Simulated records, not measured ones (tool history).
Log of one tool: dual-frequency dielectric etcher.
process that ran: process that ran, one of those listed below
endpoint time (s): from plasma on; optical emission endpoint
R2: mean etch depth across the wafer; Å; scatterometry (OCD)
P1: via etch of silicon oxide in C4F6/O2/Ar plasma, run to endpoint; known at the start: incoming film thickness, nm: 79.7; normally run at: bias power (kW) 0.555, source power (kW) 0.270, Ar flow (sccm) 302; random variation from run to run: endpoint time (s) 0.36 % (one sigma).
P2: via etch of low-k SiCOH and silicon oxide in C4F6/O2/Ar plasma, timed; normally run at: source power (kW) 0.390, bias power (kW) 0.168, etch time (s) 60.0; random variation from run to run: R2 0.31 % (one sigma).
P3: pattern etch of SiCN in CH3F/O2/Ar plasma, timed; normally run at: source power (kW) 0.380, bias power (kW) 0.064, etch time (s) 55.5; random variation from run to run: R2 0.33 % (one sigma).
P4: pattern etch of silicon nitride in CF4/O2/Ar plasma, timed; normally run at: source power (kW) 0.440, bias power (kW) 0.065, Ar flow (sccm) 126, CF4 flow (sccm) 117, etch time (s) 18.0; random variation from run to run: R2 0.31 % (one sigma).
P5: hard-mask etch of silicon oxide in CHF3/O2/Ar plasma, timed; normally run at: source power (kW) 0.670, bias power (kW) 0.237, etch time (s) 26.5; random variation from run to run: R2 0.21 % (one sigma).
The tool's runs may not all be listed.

{"run": 1, "hour": 10.4, "process that ran": "P1", "bias power (kW)": 0.555, "source power (kW)": 0.27, "Ar flow (sccm)": 302, "endpoint time (s)": 19.246}
{"run": 2, "hour": 21.4, "process that ran": "P4", "bias power (kW)": 0.041, "source power (kW)": 0.44, "Ar flow (sccm)": 126, "CF4 flow (sccm)": 117, "etch time (s)": 18.0, "R2": 279.14}
{"run": 3, "hour": 31.6, "process that ran": "P3", "bias power (kW)": 0.046, "source power (kW)": 0.38, "etch time (s)": 55.5, "R2": 176.29}
{"run": 4, "hour": 41.6, "process that ran": "P2", "bias power (kW)": 0.168, "source power (kW)": 0.39, "etch time (s)": 60.0, "R2": 1645.8}
{"run": 5, "hour": 47.6, "process that ran": "P1", "bias power (kW)": 0.555, "source power (kW)": 0.27, "Ar flow (sccm)": 184, "endpoint time (s)": 18.25}
{"run": 6, "hour": 54.3, "process that ran": "P1", "bias power (kW)": 0.322, "source power (kW)": 0.27, "Ar flow (sccm)": 302, "endpoint time (s)": 23.494}
{"run": 7, "hour": 62.7, "process that ran": "P3", "bias power (kW)": 0.064, "source power (kW)": 0.38, "etch time (s)": 55.5, "R2": 197.24}
{"run": 8, "hour": 70.6, "process that ran": "P4", "bias power (kW)": 0.065, "source power (kW)": 0.44, "Ar flow (sccm)": 172, "CF4 flow (sccm)": 117, "etch time (s)": 18.0, "R2": 320.54}
{"run": 9, "hour": 78.0, "process that ran": "P5", "bias power (kW)": 0.319, "source power (kW)": 0.67, "etch time (s)": 26.5, "R2": 675.08}
{"run": 10, "hour": 89.1, "process that ran": "P5", "bias power (kW)": 0.237, "source power (kW)": 0.39, "etch time (s)": 26.5, "R2": 496.55}
{"run": 11, "hour": 98.4, "process that ran": "P1", "bias power (kW)": 0.555, "source power (kW)": 0.27, "Ar flow (sccm)": 415, "endpoint time (s)": 19.88}
{"run": 12, "hour": 109.2, "process that ran": "P1", "bias power (kW)": 0.723, "source power (kW)": 0.32, "Ar flow (sccm)": 302, "endpoint time (s)": 16.441}
{"run": 13, "hour": 120.8, "process that ran": "P2", "bias power (kW)": 0.221, "source power (kW)": 0.39, "etch time (s)": 60.0, "R2": 1784.6}
{"run": 14, "hour": 129.2, "process that ran": "P2", "bias power (kW)": 0.168, "source power (kW)": 0.39, "etch time (s)": 36.5, "R2": 1001.9}
{"run": 15, "hour": 140.0, "process that ran": "P2", "bias power (kW)": 0.168, "source power (kW)": 0.25, "etch time (s)": 60.0, "R2": 1377.9}
{"run": 16, "hour": 147.1, "process that ran": "P3", "bias power (kW)": 0.064, "source power (kW)": 0.38, "etch time (s)": 30.5, "R2": 108.46}
{"run": 17, "hour": 155.3, "process that ran": "P1", "bias power (kW)": 0.752, "source power (kW)": 0.27, "Ar flow (sccm)": 302, "endpoint time (s)": 17.06}
{"run": 18, "hour": 164.2, "process that ran": "P1", "bias power (kW)": 0.555, "source power (kW)": 0.34, "Ar flow (sccm)": 302, "endpoint time (s)": 17.7}
{"run": 19, "hour": 171.4, "process that ran": "P1", "bias power (kW)": 0.762, "source power (kW)": 0.17, "Ar flow (sccm)": 302, "endpoint time (s)": 20.041}
{"run": 20, "hour": 176.9, "process that ran": "P1", "bias power (kW)": 0.555, "source power (kW)": 0.27, "Ar flow (sccm)": 302, "endpoint time (s)": 19.339}
{"run": 21, "hour": 183.3, "process that ran": "P5", "bias power (kW)": 0.237, "source power (kW)": 0.67, "etch time (s)": 26.5, "R2": 609.27}
{"run": 22, "hour": 193.2, "process that ran": "P5", "bias power (kW)": 0.237, "source power (kW)": 0.67, "etch time (s)": 32.5, "R2": 747.61}
{"run": 23, "hour": 199.6, "process that ran": "P1", "bias power (kW)": 0.555, "source power (kW)": 0.27, "Ar flow (sccm)": 302, "endpoint time (s)": 19.366}
{"run": 24, "hour": 210.0, "process that ran": "P4", "bias power (kW)": 0.065, "source power (kW)": 0.44, "Ar flow (sccm)": 126, "CF4 flow (sccm)": 117, "etch time (s)": 22.5, "R2": 415.5}
{"run": 25, "hour": 218.3, "process that ran": "P1", "bias power (kW)": 0.721, "source power (kW)": 0.19, "Ar flow (sccm)": 302, "endpoint time (s)": 19.695}
{"run": 26, "hour": 226.4, "process that ran": "P1", "bias power (kW)": 0.555, "source power (kW)": 0.27, "Ar flow (sccm)": 302, "endpoint time (s)": 19.175}
{"hour": 232.8, "done": "bias power generator calibrated"}
{"run": 27, "hour": 234.6, "process that ran": "P4", "bias power (kW)": 0.065, "source power (kW)": 0.31, "Ar flow (sccm)": 126, "CF4 flow (sccm)": 117, "etch time (s)": 18.0, "R2": 245.64}
{"run": 28, "hour": 241.0, "process that ran": "P4", "bias power (kW)": 0.065, "source power (kW)": 0.44, "Ar flow (sccm)": 126, "CF4 flow (sccm)": 72, "etch time (s)": 18.0, "R2": 312.4}
{"run": 29, "hour": 252.2, "process that ran": "P4", "bias power (kW)": 0.065, "source power (kW)": 0.44, "Ar flow (sccm)": 126, "CF4 flow (sccm)": 117, "etch time (s)": 18.0, "R2": 330.56}
{"run": 30, "hour": 263.3, "process that ran": "P3", "bias power (kW)": 0.064, "source power (kW)": 0.26, "etch time (s)": 55.5, "R2": 170.99}
{"run": 31, "hour": 269.3, "process that ran": "P1", "bias power (kW)": 0.555, "source power (kW)": 0.2, "Ar flow (sccm)": 302, "endpoint time (s)": 21.55}
{"run": 32, "hour": 280.3, "process that ran": "P1", "bias power (kW)": 0.555, "source power (kW)": 0.27, "Ar flow (sccm)": 302, "endpoint time (s)": 19.293}
{"run": 33, "hour": 288.8, "process that ran": "P1", "bias power (kW)": 0.555, "source power (kW)": 0.27, "Ar flow (sccm)": 302, "endpoint time (s)": 19.096}
{"run": 34, "hour": 300.4, "process that ran": "P1", "bias power (kW)": 0.555, "source power (kW)": 0.27, "Ar flow (sccm)": 302, "endpoint time (s)": 19.133}
{"run": 35, "hour": 309.0, "process that ran": "P1", "bias power (kW)": 0.555, "source power (kW)": 0.27, "Ar flow (sccm)": 302, "endpoint time (s)": 19.045}
{"hour": 314.0, "done": "wet clean of the chamber"}
{"run": 36, "hour": 317.5, "process that ran": "P1", "bias power (kW)": 0.555, "source power (kW)": 0.27, "Ar flow (sccm)": 302, "endpoint time (s)": 19.027}
{"run": 37, "hour": 323.7, "process that ran": "P1", "bias power (kW)": 0.555, "source power (kW)": 0.27, "Ar flow (sccm)": 302, "endpoint time (s)": 18.953}
{"run": 38, "hour": 334.6, "process that ran": "P1", "bias power (kW)": 0.555, "source power (kW)": 0.27, "Ar flow (sccm)": 302, "endpoint time (s)": 18.946}
{"hour": 337.8, "done": "Ar flow controller replaced"}
{"run": 39, "hour": 344.8, "process that ran": "P1", "bias power (kW)": 0.555, "source power (kW)": 0.27, "Ar flow (sccm)": 302, "endpoint time (s)": 18.867}
{"run": 40, "hour": 355.3, "process that ran": "P1", "bias power (kW)": 0.555, "source power (kW)": 0.27, "Ar flow (sccm)": 302, "endpoint time (s)": 18.97}
{"run": 41, "hour": 362.5, "process that ran": "P1", "bias power (kW)": 0.555, "source power (kW)": 0.27, "Ar flow (sccm)": 302, "endpoint time (s)": 18.955}
{"run": 42, "hour": 374.9, "process that ran": "P1", "bias power (kW)": 0.555, "source power (kW)": 0.27, "Ar flow (sccm)": 302, "endpoint time (s)": 18.87}

What P1 gives has crept away from where it was. These 2 causes fit the log equally well, each at the size given:
A: bias power that arrives over what is set, % = 4.69
B: source power that arrives over what is set, % = 4.98
The creep began at about hour 280.3.
Why every other cause is out:
chamber walls in a state that raises the etch rate, %: serviced at hour 314.0, which brought nothing back
Ar flow that arrives under what is set, %: serviced at hour 337.8, which brought nothing back

4 check runs are offered, one wafer each, their results left as question marks. Which one tells the causes apart?
{"run": "check 1", "hour": 387.3, "process that ran": "P3", "bias power (kW)": 0.064, "source power (kW)": 0.28, "etch time (s)": 30.5, "R2": "?"}
{"run": "check 2", "hour": 387.3, "process that ran": "P5", "bias power (kW)": 0.237, "source power (kW)": 0.48, "etch time (s)": 26.5, "R2": "?"}
{"run": "check 3", "hour": 387.3, "process that ran": "P2", "bias power (kW)": 0.168, "source power (kW)": 0.39, "etch time (s)": 41.5, "R2": "?"}
{"run": "check 4", "hour": 387.3, "process that ran": "P4", "bias power (kW)": 0.065, "source power (kW)": 0.31, "Ar flow (sccm)": 126, "CF4 flow (sccm)": 73, "etch time (s)": 18.0, "R2": "?"}

What each check would give under each cause:
check=check_1 result=R2 if_A=97.993 if_B=98.186
check=check_2 result=R2 if_A=545.760 if_B=546.700
check=check_3 result=R2 if_A=1152.400 if_B=1157.800
check=check_4 result=R2 if_A=237.140 if_B=242.360
How far apart the two closest causes lie, in the result that separates them most: check 1 0.2 %; check 2 0.17 %; check 3 0.47 %; check 4 2.17 %
Only check 4 tells the causes apart: in the others they would give nearly the same result.

Then check 4 was run and gave: R2 236.920 Å. Which cause is it?

It is A: bias power that arrives over what is set, %.
